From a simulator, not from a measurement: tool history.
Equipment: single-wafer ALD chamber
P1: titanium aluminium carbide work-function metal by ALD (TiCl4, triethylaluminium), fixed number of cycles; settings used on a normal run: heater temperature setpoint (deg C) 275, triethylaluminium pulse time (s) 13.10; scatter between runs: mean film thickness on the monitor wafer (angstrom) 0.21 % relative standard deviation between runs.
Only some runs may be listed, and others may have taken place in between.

| run | hour | heater temperature setpoint (deg C) | triethylaluminium pulse time (s) | hours since the last thermocouple change | hours since the last triethylaluminium bottle change | mean film thickness on the monitor wafer (angstrom) |
|---|---|---|---|---|---|---|
| 1 | 16.0 | 275 | 13.10 | 389.2 | 193.1 | 18.840 |
| 2 | 26.1 | 259 | 18.36 | 399.3 | 203.2 | 17.567 |
| 3 | 42.1 | 275 | 13.10 | 415.3 | 219.2 | 18.833 |
| 4 | 59.1 | 275 | 13.10 | 432.3 | 236.2 | 18.843 |
| 5 | 70.1 | 299 | 13.10 | 443.3 | 247.2 | 20.999 |
| 6 | 84.7 | 255 | 13.10 | 457.9 | 261.8 | 17.126 |
| 7 | 96.3 | 275 | 20.20 | 469.5 | 273.4 | 19.024 |
| 8 | 106.8 | 275 | 5.22 | 480.0 | 283.9 | 15.942 |
| 9 | 124.2 | 275 | 13.10 | 497.4 | 301.3 | 18.865 |
| 10 | 141.8 | 275 | 13.10 | 515.0 | 318.9 | 18.927 |
| 11 | 153.9 | 275 | 13.10 | 527.1 | 331.0 | 18.767 |
| 12 | 165.3 | 275 | 13.10 | 538.5 | 342.4 | 18.591 |
| 13 | 178.1 | 275 | 13.10 | 551.3 | 355.2 | 18.557 |
| 14 | 187.0 | 275 | 13.10 | 560.2 | 364.1 | 18.384 |
| 15 | 196.6 | 275 | 13.10 | 569.8 | 373.7 | 18.377 |
| 16 | 205.0 | 275 | 13.10 | 578.2 | 382.1 | 18.398 |
| 17 | 213.1 | 275 | 13.10 | 586.3 | 390.2 | 18.339 |
| 18 | 224.7 | 275 | 13.10 | 597.9 | 401.8 | 18.274 |

What does the tool deliver on the next run?
| 19 | 234.6 | 275 | 13.10 | 607.8 | 411.7 | ? |

For run 19 the tool returned mean film thickness on the monitor wafer (angstrom) 18.315.
